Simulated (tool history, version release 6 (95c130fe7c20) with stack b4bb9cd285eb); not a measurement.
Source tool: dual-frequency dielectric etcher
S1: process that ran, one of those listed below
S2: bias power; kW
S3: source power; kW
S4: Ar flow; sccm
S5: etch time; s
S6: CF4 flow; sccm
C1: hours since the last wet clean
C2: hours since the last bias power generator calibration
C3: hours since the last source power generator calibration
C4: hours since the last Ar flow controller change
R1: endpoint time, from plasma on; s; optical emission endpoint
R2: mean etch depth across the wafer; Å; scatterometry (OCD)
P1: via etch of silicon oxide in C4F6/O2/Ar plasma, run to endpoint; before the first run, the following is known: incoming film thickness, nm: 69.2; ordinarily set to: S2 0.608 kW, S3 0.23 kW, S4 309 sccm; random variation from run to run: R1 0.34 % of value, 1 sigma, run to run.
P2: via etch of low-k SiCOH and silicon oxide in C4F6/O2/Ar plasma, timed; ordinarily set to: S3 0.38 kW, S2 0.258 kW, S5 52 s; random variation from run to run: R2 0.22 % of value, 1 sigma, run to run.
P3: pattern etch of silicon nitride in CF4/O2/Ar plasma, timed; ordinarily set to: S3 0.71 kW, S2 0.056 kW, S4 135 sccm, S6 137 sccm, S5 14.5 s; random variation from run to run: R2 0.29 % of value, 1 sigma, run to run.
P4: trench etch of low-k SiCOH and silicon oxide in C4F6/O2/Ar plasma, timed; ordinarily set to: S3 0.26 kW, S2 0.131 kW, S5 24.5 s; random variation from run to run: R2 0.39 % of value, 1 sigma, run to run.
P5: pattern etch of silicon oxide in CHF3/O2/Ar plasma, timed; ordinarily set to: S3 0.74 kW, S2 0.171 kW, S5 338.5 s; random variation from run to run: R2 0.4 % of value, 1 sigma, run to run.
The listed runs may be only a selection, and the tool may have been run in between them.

run   hour  S1     S2    S3   S4     S5   S6     C1      C2      C3     C4      R1      R2
  1    4.4  P1  0.608  0.23  309              129.6  1036.6  2821.2  710.4  17.556
  2   11.2  P1  0.608  0.23  309              136.4  1043.4    2828  717.2  17.519
  3   19.4  P2  0.358  0.38          52       144.6  1051.6  2836.2  725.4          1631.5
  4   24.4  P3  0.056  0.71  135   20.5  137  149.6  1056.6  2841.2  730.4           539.6
  5   29.6  P3  0.056  0.71  109   14.5  137  154.8  1061.8  2846.4  735.6          391.94
  6   34.6  P5  0.171  0.74       212.5       159.8  1066.8  2851.4  740.6          4500.5
  7     43  P1  0.821  0.23  309              168.2  1075.2  2859.8    749   15.54
  8     52  P2  0.258  0.38          52       177.2  1084.2  2868.8    758          1459.9
  9   59.5  P3  0.056  0.43  135   14.5  137  184.7  1091.7  2876.3  765.5          247.41
 10   65.4  P5  0.171  0.74       338.5       190.6  1097.6  2882.2  771.4          7177.9
 11   74.7  P2  0.258  0.38          70       199.9  1106.9  2891.5  780.7          1971.1
 12   81.9  P4  0.157  0.26        24.5       207.1  1114.1  2898.7  787.9          603.22
 13   90.9  P1  0.608  0.23  413              216.1  1123.1  2907.7  796.9  18.126
      94.2  -- bias power generator calibrated
 14   98.3  P1  0.608  0.28  309              223.5     4.1  2915.1  804.3  16.225
 15  105.4  P5  0.171  0.74       338.5       230.6    11.2  2922.2  811.4          7182.4
 16  109.6  P4  0.131  0.36        24.5       234.8    15.4  2926.4  815.6          645.46
 17  115.3  P3  0.056  0.71  135   14.5  183  240.5    21.1  2932.1  821.3          393.93
 18  122.9  P1  0.608  0.23  309              248.1    28.7  2939.7  828.9  17.508
 19  130.7  P3  0.056  0.71  135   14.5  137  255.9    36.5  2947.5  836.7          383.24
 20  135.9  P1  0.608  0.23  309              261.1    41.7  2952.7  841.9  17.537
 21    145  P3  0.075  0.71  135   14.5  137  270.2    50.8  2961.8    851          426.63
 22  149.6  P5  0.124  0.74       338.5       274.8    55.4  2966.4  855.6          6437.3
 23  158.4  P1  0.384  0.23  309              283.6    64.2  2975.2  864.4  20.943
 24  163.3  P1  0.608  0.23  309              288.5    69.1  2980.1  869.3  17.485
 25  169.5  P1  0.608  0.23  235              294.7    75.3  2986.3  875.5   16.91
 26  174.1  P1  0.379  0.16  309              299.3    79.9  2990.9  880.1  23.971
 27  181.9  P4  0.131  0.26        24.5       307.1    87.7  2998.7  887.9           560.8
 28  188.9  P4  0.131  0.26        18.5       314.1    94.7  3005.7  894.9          427.05
 29  197.5  P1  0.608  0.23  309              322.7   103.3  3014.3  903.5  17.563
 30  205.6  P5  0.171  0.92       338.5       330.8   111.4  3022.4  911.6          7833.8
 31  213.5  P2  0.258  0.28          52       338.7   119.3  3030.3  919.5          1297.3
 32  219.1  P1  0.608  0.17  309              344.3   124.9  3035.9  925.1  19.649
 33  227.3  P4  0.131  0.26        24.5       352.5   133.1  3044.1  933.3          564.75
 34  233.4  P1  0.608  0.23  309              358.6   139.2  3050.2  939.4  17.571
 35  241.7  P1  0.608  0.23  309              366.9   147.5  3058.5  947.7  17.367
 36  250.5  P1  0.608  0.23  309              375.7   156.3  3067.3  956.5  17.315
 37  256.6  P1  0.608  0.23  309              381.8   162.4  3073.4  962.6  17.386
 38  261.2  P1  0.608  0.23  309              386.4     167    3078  967.2   17.23
     262.9  -- wet clean of the chamber
 39  268.1  P1  0.608  0.23  309                5.3   173.9  3084.9  974.1  17.226
 40  274.3  P1  0.608  0.23  309               11.5   180.1  3091.1  980.3  17.194
     277.5  -- Ar flow controller replaced
 41  279.2  P1  0.608  0.23  309               16.4     185    3096    1.8  17.251
 42  283.4  P1  0.608  0.23  309               20.6   189.2  3100.2      6  17.257
 43  289.3  P1  0.608  0.23  309               26.5   195.1  3106.1   11.9  17.214
 44  294.9  P1  0.608  0.23  309               32.1   200.7  3111.7   17.5  17.255
 45    299  P1  0.608  0.23  309               36.2   204.8  3115.8   21.6  17.286

The output of P1 has drifted from where it used to be. Each of the 2 causes below, taken at the size shown beside it, accounts for the log equally well:
A: bias power that arrives over what is set, % = 4.4
B: source power that arrives over what is set, % = 4.79
The gradual shift began around hour 233.4.
All other causes, with the reason each is excluded:
chamber walls in a state that raises the etch rate, %: work on it at hour 262.9, done after the drift set in, did not restore what the process gave before
Ar flow that arrives under what is set, %: work on it at hour 277.5, done after the drift set in, did not restore what the process gave before

The check runs listed below each take one wafer, and their results are still question marks. Under which run would the listed causes lead to clearly different results?
check 1  303.1  P3  0.056  0.71  135   14.5  137                       ?
check 2  303.1  P2  0.258  0.38          52                            ?
check 3  303.1  P5  0.171  0.74       338.5                            ?
check 4  303.1  P4  0.131  0.26        24.5                            ?

What each check would give under each cause:
  check  result    if A    if B
check 1      R2  387.86  397.55
check 2      R2  1480.4    1485
check 3      R2  7279.5  7307.7
check 4      R2  572.81  575.83
Per check, the gap between the least separated pair of causes, taken in the result that splits them most: check 1 2.47 %; check 2 0.31 %; check 3 0.39 %; check 4 0.53 %
Check 1 tells the causes apart: in the others they would give nearly the same result.

After running check 1, the following was obtained: R2 387.82 Å. Which cause does this point to?

It is A: bias power that arrives over what is set, %.
